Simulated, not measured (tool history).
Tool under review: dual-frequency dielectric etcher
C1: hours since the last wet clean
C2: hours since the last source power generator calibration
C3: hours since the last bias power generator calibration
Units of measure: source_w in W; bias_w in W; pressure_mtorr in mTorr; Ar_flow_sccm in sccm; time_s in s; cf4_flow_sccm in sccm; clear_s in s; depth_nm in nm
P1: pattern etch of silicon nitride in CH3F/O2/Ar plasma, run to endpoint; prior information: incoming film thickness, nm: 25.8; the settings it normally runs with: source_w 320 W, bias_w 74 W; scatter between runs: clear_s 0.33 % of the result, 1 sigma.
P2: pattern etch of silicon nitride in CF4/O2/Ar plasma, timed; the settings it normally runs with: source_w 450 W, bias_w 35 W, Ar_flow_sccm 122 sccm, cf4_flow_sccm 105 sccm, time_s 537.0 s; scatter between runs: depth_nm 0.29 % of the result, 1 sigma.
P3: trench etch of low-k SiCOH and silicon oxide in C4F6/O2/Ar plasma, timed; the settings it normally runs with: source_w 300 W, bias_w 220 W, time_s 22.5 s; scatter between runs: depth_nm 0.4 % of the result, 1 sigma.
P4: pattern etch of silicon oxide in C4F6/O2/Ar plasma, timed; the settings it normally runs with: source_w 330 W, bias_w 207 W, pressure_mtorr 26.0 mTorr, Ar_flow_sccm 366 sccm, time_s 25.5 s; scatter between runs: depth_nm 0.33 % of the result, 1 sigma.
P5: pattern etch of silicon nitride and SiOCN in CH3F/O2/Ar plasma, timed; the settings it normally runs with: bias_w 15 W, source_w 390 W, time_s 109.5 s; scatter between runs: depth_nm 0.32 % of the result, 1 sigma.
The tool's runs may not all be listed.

{"run": 1, "hour": 9.0, "process": "P1", "source_w": 320, "bias_w": 74, "C1": 138.0, "C2": 2172.0, "C3": 2390.6, "clear_s": 40.821}
{"run": 2, "hour": 19.2, "process": "P4", "source_w": 400, "bias_w": 207, "pressure_mtorr": 26.0, "Ar_flow_sccm": 366, "time_s": 25.5, "C1": 148.2, "C2": 2182.2, "C3": 2400.8, "depth_nm": 85.737}
{"run": 3, "hour": 32.3, "process": "P4", "source_w": 330, "bias_w": 207, "pressure_mtorr": 26.0, "Ar_flow_sccm": 366, "time_s": 19.5, "C1": 161.3, "C2": 2195.3, "C3": 2413.9, "depth_nm": 60.636}
{"run": 4, "hour": 41.7, "process": "P1", "source_w": 320, "bias_w": 74, "C1": 170.7, "C2": 2204.7, "C3": 2423.3, "clear_s": 41.085}
{"run": 5, "hour": 54.4, "process": "P4", "source_w": 330, "bias_w": 207, "pressure_mtorr": 26.0, "Ar_flow_sccm": 366, "time_s": 25.5, "C1": 183.4, "C2": 2217.4, "C3": 2436.0, "depth_nm": 79.803}
{"hour": 54.5, "done": "bias power generator calibrated"}
{"run": 6, "hour": 67.4, "process": "P2", "source_w": 450, "bias_w": 35, "Ar_flow_sccm": 122, "time_s": 537.0, "cf4_flow_sccm": 105, "C1": 196.4, "C2": 2230.4, "C3": 12.9, "depth_nm": 776.81}
{"run": 7, "hour": 75.9, "process": "P1", "source_w": 400, "bias_w": 74, "C1": 204.9, "C2": 2238.9, "C3": 21.4, "clear_s": 37.414}
{"run": 8, "hour": 84.6, "process": "P5", "source_w": 390, "bias_w": 15, "time_s": 60.5, "C1": 213.6, "C2": 2247.6, "C3": 30.1, "depth_nm": 6.6806}
{"run": 9, "hour": 99.6, "process": "P3", "source_w": 300, "bias_w": 147, "time_s": 22.5, "C1": 228.6, "C2": 2262.6, "C3": 45.1, "depth_nm": 59.252}
{"run": 10, "hour": 113.6, "process": "P4", "source_w": 330, "bias_w": 207, "pressure_mtorr": 36.5, "Ar_flow_sccm": 366, "time_s": 25.5, "C1": 242.6, "C2": 2276.6, "C3": 59.1, "depth_nm": 76.12}
{"run": 11, "hour": 121.2, "process": "P4", "source_w": 330, "bias_w": 207, "pressure_mtorr": 26.0, "Ar_flow_sccm": 443, "time_s": 25.5, "C1": 250.2, "C2": 2284.2, "C3": 66.7, "depth_nm": 77.921}
{"run": 12, "hour": 129.4, "process": "P2", "source_w": 450, "bias_w": 35, "Ar_flow_sccm": 95, "time_s": 537.0, "cf4_flow_sccm": 105, "C1": 258.4, "C2": 2292.4, "C3": 74.9, "depth_nm": 804.05}
{"run": 13, "hour": 138.3, "process": "P3", "source_w": 300, "bias_w": 220, "time_s": 22.5, "C1": 267.3, "C2": 2301.3, "C3": 83.8, "depth_nm": 67.297}
{"run": 14, "hour": 151.0, "process": "P3", "source_w": 170, "bias_w": 220, "time_s": 22.5, "C1": 280.0, "C2": 2314.0, "C3": 96.5, "depth_nm": 53.955}
{"run": 15, "hour": 158.0, "process": "P1", "source_w": 420, "bias_w": 99, "C1": 287.0, "C2": 2321.0, "C3": 103.5, "clear_s": 33.222}
{"run": 16, "hour": 168.6, "process": "P1", "source_w": 320, "bias_w": 74, "C1": 297.6, "C2": 2331.6, "C3": 114.1, "clear_s": 41.059}
{"run": 17, "hour": 175.6, "process": "P1", "source_w": 220, "bias_w": 47, "C1": 304.6, "C2": 2338.6, "C3": 121.1, "clear_s": 55.013}
{"run": 18, "hour": 188.5, "process": "P1", "source_w": 200, "bias_w": 52, "C1": 317.5, "C2": 2351.5, "C3": 134.0, "clear_s": 55.104}
{"run": 19, "hour": 203.9, "process": "P1", "source_w": 220, "bias_w": 74, "C1": 332.9, "C2": 2366.9, "C3": 149.4, "clear_s": 47.203}
{"run": 20, "hour": 211.2, "process": "P2", "source_w": 450, "bias_w": 35, "Ar_flow_sccm": 122, "time_s": 295.5, "cf4_flow_sccm": 105, "C1": 340.2, "C2": 2374.2, "C3": 156.7, "depth_nm": 428.7}
{"run": 21, "hour": 220.7, "process": "P2", "source_w": 450, "bias_w": 21, "Ar_flow_sccm": 122, "time_s": 537.0, "cf4_flow_sccm": 105, "C1": 349.7, "C2": 2383.7, "C3": 166.2, "depth_nm": 656.08}
{"run": 22, "hour": 233.0, "process": "P1", "source_w": 320, "bias_w": 74, "C1": 362.0, "C2": 2396.0, "C3": 178.5, "clear_s": 40.435}
{"run": 23, "hour": 246.3, "process": "P5", "source_w": 390, "bias_w": 15, "time_s": 109.5, "C1": 375.3, "C2": 2409.3, "C3": 191.8, "depth_nm": 12.067}
{"run": 24, "hour": 257.9, "process": "P2", "source_w": 450, "bias_w": 35, "Ar_flow_sccm": 122, "time_s": 537.0, "cf4_flow_sccm": 105, "C1": 386.9, "C2": 2420.9, "C3": 203.4, "depth_nm": 780.69}
{"run": 25, "hour": 265.5, "process": "P1", "source_w": 320, "bias_w": 88, "C1": 394.5, "C2": 2428.5, "C3": 211.0, "clear_s": 38.553}
{"run": 26, "hour": 274.1, "process": "P4", "source_w": 330, "bias_w": 275, "pressure_mtorr": 26.0, "Ar_flow_sccm": 366, "time_s": 25.5, "C1": 403.1, "C2": 2437.1, "C3": 219.6, "depth_nm": 87.615}
{"run": 27, "hour": 287.7, "process": "P2", "source_w": 350, "bias_w": 35, "Ar_flow_sccm": 122, "time_s": 537.0, "cf4_flow_sccm": 105, "C1": 416.7, "C2": 2450.7, "C3": 233.2, "depth_nm": 621.44}
{"run": 28, "hour": 301.0, "process": "P5", "source_w": 390, "bias_w": 20, "time_s": 109.5, "C1": 430.0, "C2": 2464.0, "C3": 246.5, "depth_nm": 13.586}
{"run": 29, "hour": 314.8, "process": "P2", "source_w": 450, "bias_w": 35, "Ar_flow_sccm": 122, "time_s": 537.0, "cf4_flow_sccm": 80, "C1": 443.8, "C2": 2477.8, "C3": 260.3, "depth_nm": 746.45}
{"run": 30, "hour": 329.6, "process": "P1", "source_w": 320, "bias_w": 59, "C1": 458.6, "C2": 2492.6, "C3": 275.1, "clear_s": 44.084}
{"run": 31, "hour": 342.2, "process": "P5", "source_w": 490, "bias_w": 15, "time_s": 109.5, "C1": 471.2, "C2": 2505.2, "C3": 287.7, "depth_nm": 13.105}
{"run": 32, "hour": 353.4, "process": "P3", "source_w": 300, "bias_w": 220, "time_s": 13.0, "C1": 482.4, "C2": 2516.4, "C3": 298.9, "depth_nm": 38.891}
{"run": 33, "hour": 367.9, "process": "P1", "source_w": 320, "bias_w": 74, "C1": 496.9, "C2": 2530.9, "C3": 313.4, "clear_s": 40.968}
{"run": 34, "hour": 375.6, "process": "P1", "source_w": 320, "bias_w": 74, "C1": 504.6, "C2": 2538.6, "C3": 321.1, "clear_s": 40.848}
{"run": 35, "hour": 390.1, "process": "P1", "source_w": 320, "bias_w": 74, "C1": 519.1, "C2": 2553.1, "C3": 335.6, "clear_s": 40.604}
{"run": 36, "hour": 400.7, "process": "P1", "source_w": 320, "bias_w": 74, "C1": 529.7, "C2": 2563.7, "C3": 346.2, "clear_s": 40.11}
{"run": 37, "hour": 414.2, "process": "P1", "source_w": 320, "bias_w": 74, "C1": 543.2, "C2": 2577.2, "C3": 359.7, "clear_s": 40.404}
{"hour": 425.9, "done": "wet clean of the chamber"}
{"run": 38, "hour": 427.2, "process": "P1", "source_w": 320, "bias_w": 74, "C1": 1.4, "C2": 2590.2, "C3": 372.7, "clear_s": 40.023}
{"run": 39, "hour": 434.6, "process": "P1", "source_w": 320, "bias_w": 74, "C1": 8.8, "C2": 2597.6, "C3": 380.1, "clear_s": 40.307}
{"run": 40, "hour": 449.9, "process": "P1", "source_w": 320, "bias_w": 74, "C1": 24.1, "C2": 2612.9, "C3": 395.4, "clear_s": 40.107}
{"run": 41, "hour": 457.0, "process": "P1", "source_w": 320, "bias_w": 74, "C1": 31.2, "C2": 2620.0, "C3": 402.5, "clear_s": 40.188}

P1 has crept away from where it was. The log is fitted equally well by each of these 2 causes, at the sizes shown:
A: bias power that arrives over what is set, % = 4.86
B: source power that arrives over what is set, % = 4.53
The creep began at about hour 367.9.
Each remaining cause and why it is not a fit:
chamber walls in a state that raises the etch rate, %: serviced after onset, at hour 425.9, with no recovery of the prior output

Each of the 4 check runs below uses one wafer; its results are left as question marks. Which run tells the causes apart?
{"run": "check 1", "hour": 464.1, "process": "P4", "source_w": 330, "bias_w": 207, "pressure_mtorr": 26.0, "Ar_flow_sccm": 366, "time_s": 25.5, "depth_nm": "?"}
{"run": "check 2", "hour": 464.1, "process": "P3", "source_w": 300, "bias_w": 220, "time_s": 22.5, "depth_nm": "?"}
{"run": "check 3", "hour": 464.1, "process": "P5", "source_w": 390, "bias_w": 15, "time_s": 109.5, "depth_nm": "?"}
{"run": "check 4", "hour": 464.1, "process": "P2", "source_w": 450, "bias_w": 35, "Ar_flow_sccm": 122, "time_s": 537.0, "cf4_flow_sccm": 105, "depth_nm": "?"}

What each check would give under each cause:
check=check_1 result=depth_nm if_A=80.6150 if_B=80.7220
check=check_2 result=depth_nm if_A=68.2780 if_B=68.3430
check=check_3 result=depth_nm if_A=12.3430 if_B=12.3010
check=check_4 result=depth_nm if_A=789.2600 if_B=806.7500
Per check, the gap between the least separated pair of causes, taken in the result that splits them most: check 1 0.13 %; check 2 0.1 %; check 3 0.35 %; check 4 2.19 %
Only in check 4 would the causes give clearly different results; in the remaining checks their results would be nearly the same.

With check 4 done, the readings were: depth_nm 788.4100 nm. Identify which of the listed causes applies.

It is A: bias power that arrives over what is set, %.
